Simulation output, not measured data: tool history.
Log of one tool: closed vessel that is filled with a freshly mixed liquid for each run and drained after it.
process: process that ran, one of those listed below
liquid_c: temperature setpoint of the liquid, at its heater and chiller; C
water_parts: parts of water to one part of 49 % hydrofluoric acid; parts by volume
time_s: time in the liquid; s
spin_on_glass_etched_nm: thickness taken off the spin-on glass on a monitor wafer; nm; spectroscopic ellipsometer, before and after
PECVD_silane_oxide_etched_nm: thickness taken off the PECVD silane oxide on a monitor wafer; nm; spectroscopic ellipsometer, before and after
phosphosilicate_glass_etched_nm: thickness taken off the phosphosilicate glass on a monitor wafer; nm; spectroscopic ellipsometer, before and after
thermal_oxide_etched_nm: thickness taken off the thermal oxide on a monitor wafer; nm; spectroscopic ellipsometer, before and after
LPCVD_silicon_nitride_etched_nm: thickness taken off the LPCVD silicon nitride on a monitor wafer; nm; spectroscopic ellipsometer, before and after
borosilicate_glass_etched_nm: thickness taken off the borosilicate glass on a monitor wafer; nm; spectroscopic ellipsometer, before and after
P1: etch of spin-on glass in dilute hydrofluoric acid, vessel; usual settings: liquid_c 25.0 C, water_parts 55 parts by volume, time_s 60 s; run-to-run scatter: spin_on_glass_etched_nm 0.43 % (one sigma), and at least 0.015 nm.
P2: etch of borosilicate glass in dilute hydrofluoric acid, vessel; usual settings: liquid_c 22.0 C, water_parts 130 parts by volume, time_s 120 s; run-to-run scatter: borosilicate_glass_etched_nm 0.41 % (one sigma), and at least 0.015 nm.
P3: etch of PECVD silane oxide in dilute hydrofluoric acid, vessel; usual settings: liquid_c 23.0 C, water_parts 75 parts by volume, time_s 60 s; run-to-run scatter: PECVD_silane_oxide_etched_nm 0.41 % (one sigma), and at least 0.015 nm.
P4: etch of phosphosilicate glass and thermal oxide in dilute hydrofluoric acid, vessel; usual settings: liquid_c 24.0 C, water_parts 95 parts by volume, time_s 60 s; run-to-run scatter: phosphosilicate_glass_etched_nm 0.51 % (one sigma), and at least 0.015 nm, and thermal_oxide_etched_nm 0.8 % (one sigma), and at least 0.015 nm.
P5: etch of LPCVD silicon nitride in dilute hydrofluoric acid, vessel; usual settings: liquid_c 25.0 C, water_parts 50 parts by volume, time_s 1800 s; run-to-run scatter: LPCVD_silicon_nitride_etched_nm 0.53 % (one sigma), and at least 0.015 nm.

run	hour	process	liquid_c	water_parts	time_s	hours since the thermometer was replaced	hours since the hydrofluoric acid flow meter was replaced	spin_on_glass_etched_nm	PECVD_silane_oxide_etched_nm	phosphosilicate_glass_etched_nm	thermal_oxide_etched_nm	LPCVD_silicon_nitride_etched_nm	borosilicate_glass_etched_nm
1	11.1	P1	25.0	55	60	458.9	1170.8	35.048					
2	22.6	P1	25.0	55	60	470.4	1182.3	35.004					
3	34.9	P3	23.0	20	60	482.7	1194.6		163.360				
4	51.0	P4	24.0	95	35	498.8	1210.7			37.070	1.8069		
5	62.4	P1	25.0	90	60	510.2	1222.1	20.396					
6	76.7	P5	25.0	50	2590	524.5	1236.4					24.694	
7	91.1	P2	17.0	130	120	538.9	1250.8						26.552
8	106.7	P1	25.0	55	90	554.5	1266.4	51.904					
9	114.1	P1	28.5	55	30	561.9	1273.8	20.042					
10	124.6	P1	30.0	55	60	572.4	1284.3	42.576					
11	138.6	P5	25.0	50	1800	586.4	1298.3					17.401	
12	155.3	P1	30.5	95	60	603.1	1315.0	23.678					
13	164.2	P2	22.0	230	120	612.0	1323.9						16.525
14	174.8	P1	25.0	55	30	622.6	1334.5	17.420					
15	186.0	P3	23.0	75	60	633.8	1345.7		40.016				
16	193.8	P4	24.0	95	60	641.6	1353.5			63.099	3.0430		
17	202.2	P4	20.0	95	60	650.0	1361.9			53.937	2.5917		
18	218.3	P1	25.0	20	60	666.1	1378.0	100.840					
19	228.5	P2	22.0	130	30	676.3	1388.2						8.148
# hour 233.6: thermometer replaced
20	237.4	P1	25.0	55	60	3.9	1397.1	34.879					
21	252.4	P4	24.0	155	60	18.9	1412.1			36.145	1.7462		
22	262.8	P3	27.0	75	60	29.3	1422.5		47.060				
23	270.8	P2	22.0	130	120	37.3	1430.5						32.498
24	278.1	P1	25.0	55	60	44.6	1437.8	34.948					
25	289.4	P1	25.0	55	60	55.9	1449.1	34.821					
26	297.1	P5	31.0	50	1800	63.6	1456.8					25.509	
27	311.8	P1	21.0	20	60	78.3	1471.5	85.399					
28	319.1	P1	20.0	55	60	85.6	1478.8	28.060					
29	331.0	P3	23.0	75	120	97.5	1490.7		80.817				
30	340.5	P2	22.0	130	120	107.0	1500.2						32.664
31	350.8	P5	25.0	30	1800	117.3	1510.5					28.267	
32	365.8	P1	25.0	55	60	132.3	1525.5	34.858					
33	378.9	P1	25.0	55	60	145.4	1538.6	34.002					
34	387.1	P1	25.0	55	60	153.6	1546.8	33.397					
35	398.2	P1	25.0	55	60	164.7	1557.9	32.858					

Forecast run 36:
36	414.0	P1	25.0	55	60	180.5	1573.7	?					

Run 36 gave spin_on_glass_etched_nm 32.601 nm.

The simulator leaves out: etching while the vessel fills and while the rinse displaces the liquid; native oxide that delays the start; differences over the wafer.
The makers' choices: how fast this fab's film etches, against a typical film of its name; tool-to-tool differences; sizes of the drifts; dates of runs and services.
